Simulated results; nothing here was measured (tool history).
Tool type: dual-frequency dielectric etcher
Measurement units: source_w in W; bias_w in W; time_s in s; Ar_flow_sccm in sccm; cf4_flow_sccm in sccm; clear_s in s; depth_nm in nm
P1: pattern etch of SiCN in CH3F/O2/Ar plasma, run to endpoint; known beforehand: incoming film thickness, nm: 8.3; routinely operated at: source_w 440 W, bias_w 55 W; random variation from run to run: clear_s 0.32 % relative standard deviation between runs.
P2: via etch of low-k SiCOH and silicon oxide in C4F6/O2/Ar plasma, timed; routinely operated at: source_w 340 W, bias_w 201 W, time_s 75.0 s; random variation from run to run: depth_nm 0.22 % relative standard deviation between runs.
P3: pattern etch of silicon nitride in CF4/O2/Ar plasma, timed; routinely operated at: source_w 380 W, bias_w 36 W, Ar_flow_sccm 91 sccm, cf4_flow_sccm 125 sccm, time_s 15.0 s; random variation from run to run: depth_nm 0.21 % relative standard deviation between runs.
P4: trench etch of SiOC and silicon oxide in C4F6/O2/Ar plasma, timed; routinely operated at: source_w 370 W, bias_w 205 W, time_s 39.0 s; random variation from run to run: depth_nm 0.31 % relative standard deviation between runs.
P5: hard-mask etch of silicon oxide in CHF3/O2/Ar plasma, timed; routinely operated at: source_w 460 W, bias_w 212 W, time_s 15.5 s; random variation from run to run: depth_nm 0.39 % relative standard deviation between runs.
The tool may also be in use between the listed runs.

run	day	process	source_w	bias_w	time_s	Ar_flow_sccm	cf4_flow_sccm	clear_s	depth_nm
1	0.233	P1	440	55				23.672	
2	0.517	P2	340	201	106.5				283.100
3	0.692	P4	370	205	25.0				50.100
4	0.975	P1	440	69				21.803	
5	1.204	P4	370	121	39.0				66.478
6	1.425	P1	360	74				23.112	
7	1.675	P5	460	252	15.5				31.237
8	2.062	P3	380	36	15.0	91	125		20.587
9	2.317	P1	440	43				25.510	
10	2.529	P1	540	55				21.812	
11	2.808	P1	440	55				23.744	
12	3.146	P3	380	36	15.0	113	125		20.104
13	3.379	P4	480	205	39.0				86.591
14	3.571	P1	440	55				23.601	
15	3.812	P1	440	55				23.636	
16	4.158	P2	460	201	75.0				224.140
17	4.338	P2	340	201	75.0				200.410
18	4.554	P1	580	33				24.758	
19	4.942	P1	290	55				27.844	
20	5.138	P3	380	36	20.0	91	125		27.521
21	5.425	P5	370	212	15.5				27.195
22	5.708	P5	460	212	10.5				19.779
23	6.000	P3	380	25	15.0	91	125		18.331
24	6.175	P5	460	212	15.5				29.258
25	6.554	P3	260	36	15.0	91	125		14.762
26	6.892	P4	370	205	39.0				78.119
27	7.254	P2	340	148	75.0				181.340
28	7.621	P4	370	205	39.0				78.231

Run 29, settings as shown, results not yet in. Your forecast:
# day 7.758: source power generator calibrated
29	7.996	P3	380	36	15.0	91	150		?

Run 29 gave depth_nm 21.101 nm.
